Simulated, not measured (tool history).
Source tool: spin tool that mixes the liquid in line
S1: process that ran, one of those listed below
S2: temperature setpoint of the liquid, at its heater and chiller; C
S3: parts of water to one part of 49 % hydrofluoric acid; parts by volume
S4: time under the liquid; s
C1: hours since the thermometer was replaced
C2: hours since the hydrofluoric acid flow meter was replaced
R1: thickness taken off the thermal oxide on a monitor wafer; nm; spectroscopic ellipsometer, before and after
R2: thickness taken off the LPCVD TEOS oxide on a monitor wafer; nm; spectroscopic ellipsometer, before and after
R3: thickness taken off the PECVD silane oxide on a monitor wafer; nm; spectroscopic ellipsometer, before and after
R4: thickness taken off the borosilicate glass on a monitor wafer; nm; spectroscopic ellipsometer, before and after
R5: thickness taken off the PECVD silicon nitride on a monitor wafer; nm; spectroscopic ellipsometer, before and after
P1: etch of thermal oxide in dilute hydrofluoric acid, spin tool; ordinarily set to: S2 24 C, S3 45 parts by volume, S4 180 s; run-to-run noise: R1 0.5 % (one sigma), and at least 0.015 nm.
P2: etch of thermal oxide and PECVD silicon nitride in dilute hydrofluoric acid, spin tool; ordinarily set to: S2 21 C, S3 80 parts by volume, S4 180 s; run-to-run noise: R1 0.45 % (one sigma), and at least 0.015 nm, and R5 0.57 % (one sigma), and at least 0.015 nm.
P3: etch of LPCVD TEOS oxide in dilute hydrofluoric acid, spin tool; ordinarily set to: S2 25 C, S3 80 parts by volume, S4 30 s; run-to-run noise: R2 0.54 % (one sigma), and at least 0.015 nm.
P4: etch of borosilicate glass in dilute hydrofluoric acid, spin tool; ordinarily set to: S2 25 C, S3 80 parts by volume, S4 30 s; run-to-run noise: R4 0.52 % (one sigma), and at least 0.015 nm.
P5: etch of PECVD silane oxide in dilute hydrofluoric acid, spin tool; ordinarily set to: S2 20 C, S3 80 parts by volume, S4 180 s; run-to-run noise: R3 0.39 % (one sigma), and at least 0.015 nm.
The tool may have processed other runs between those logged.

run,hour,S1,S2,S3,S4,C1,C2,R1,R2,R3,R4,R5
1,5.9,P1,24,45,180,726.1,218.5,20.978,,,,
2,12.2,P1,17,45,180,732.4,224.8,15.524,,,,
3,18.1,P3,18.5,80,30,738.3,230.7,,6.0096,,,
4,21.4,P1,24,45,15,741.6,234,1.7379,,,,
5,26.5,P5,20,80,180,746.7,239.1,,,40.357,,
6,30.4,P3,25,20,30,750.6,243,,34.269,,,
7,35.7,P4,19,80,30,755.9,248.3,,,,7.0588,
8,40.4,P5,20,30,180,760.6,253,,,114.29,,
9,45.7,P4,25,80,30,765.9,258.3,,,,8.9732,
10,51.6,P4,25,80,15,771.8,264.2,,,,4.4868,
11,58.6,P1,24,45,180,778.8,271.2,20.86,,,,
12,63.9,P4,25,25,30,784.1,276.5,,,,30.652,
13,69.6,P1,31.5,45,275,789.8,282.2,42.904,,,,
14,75.6,P3,25,80,30,795.8,288.2,,7.8476,,,
15,80,P3,25,80,60,800.2,292.6,,15.763,,,
16,87.2,P1,20.5,30,180,807.4,299.8,27.783,,,,
17,93.4,P5,20,80,180,813.6,306,,,40.369,,
18,98.4,P5,27.5,80,180,818.6,311,,,54.791,,
19,101.6,P1,24,45,180,821.8,314.2,20.899,,,,
20,105.5,P1,28,45,180,825.7,318.1,24.88,,,,
21,109.4,P1,24,75,180,829.6,322,12.024,,,,
# hour 113.1: thermometer replaced
22,116.6,P5,20,80,320,3.6,329.2,,,71.431,,
23,123.1,P2,17,80,180,10.1,335.7,8.0179,,,,4.5881
24,128.3,P1,24,45,180,15.3,340.9,21.042,,,,
25,132.8,P1,24,45,290,19.8,345.4,33.583,,,,
26,140.1,P2,21,80,290,27.1,352.7,15.345,,,,9.7761
27,146.1,P2,21,80,180,33.1,358.7,9.4478,,,,6.132
28,152.5,P2,21,45,180,39.5,365.1,17.533,,,,10.733
29,156.7,P1,24,30,180,43.7,369.3,31.737,,,,
30,162.3,P1,24,45,180,49.3,374.9,20.97,,,,
31,169.5,P4,25,80,30,56.5,382.1,,,,8.9153,
32,173.3,P3,25,80,30,60.3,385.9,,7.9253,,,
33,177.6,P1,24,45,180,64.6,390.2,21.011,,,,
34,183.9,P1,24,45,180,70.9,396.5,21.666,,,,
35,189.6,P1,24,45,180,76.6,402.2,22,,,,
36,194.7,P1,24,45,180,81.7,407.3,22.314,,,,
37,200.5,P1,24,45,180,87.5,413.1,22.463,,,,
38,205,P1,24,45,180,92,417.6,22.606,,,,
39,208.6,P1,24,45,180,95.6,421.2,22.382,,,,
40,213.6,P1,24,45,180,100.6,426.2,22.518,,,,
41,217.5,P1,24,45,180,104.5,430.1,22.563,,,,
42,221.1,P1,24,45,180,108.1,433.7,22.33,,,,

The log shows P1 creeping away from where it was. Any of the 2 causes listed here, at the size stated for it, fits the log just as well as the others:
A: liquid hotter than its thermometer reads (K) = 1.78
B: hydrofluoric acid flow above the setpoint (%) = 7.13
The process output started creeping at around hour 177.6.

4 check runs are offered, one wafer each, their results left as question marks. Which one tells the causes apart?
check 1,224.7,P3,25,80,30,,,,?,,,
check 2,224.7,P5,20,80,180,,,,,?,,
check 3,224.7,P2,21,80,180,,,?,,,,?
check 4,224.7,P4,25,80,30,,,,,,?,

If the cause were each of the candidates in turn, the checks would give the following:
check,result,if A,if B
check 1,R2,8.4422,8.4874
check 2,R3,43.431,43.494
check 3,R1,10.226,10.248
check 3,R5,6.8975,6.5411
check 4,R4,9.6013,9.6527
Minimum pairwise separation of causes per check, each pair taken at its best-separating result: check 1 0.53 %; check 2 0.15 %; check 3 5.3 %; check 4 0.53 %
Only in check 3 would the causes give clearly different results; in the remaining checks their results would be nearly the same.

Here is what check 3 returned: R1 10.203 nm; R5 6.861 nm. Which cause is it?

The cause is A: liquid hotter than its thermometer reads (K).

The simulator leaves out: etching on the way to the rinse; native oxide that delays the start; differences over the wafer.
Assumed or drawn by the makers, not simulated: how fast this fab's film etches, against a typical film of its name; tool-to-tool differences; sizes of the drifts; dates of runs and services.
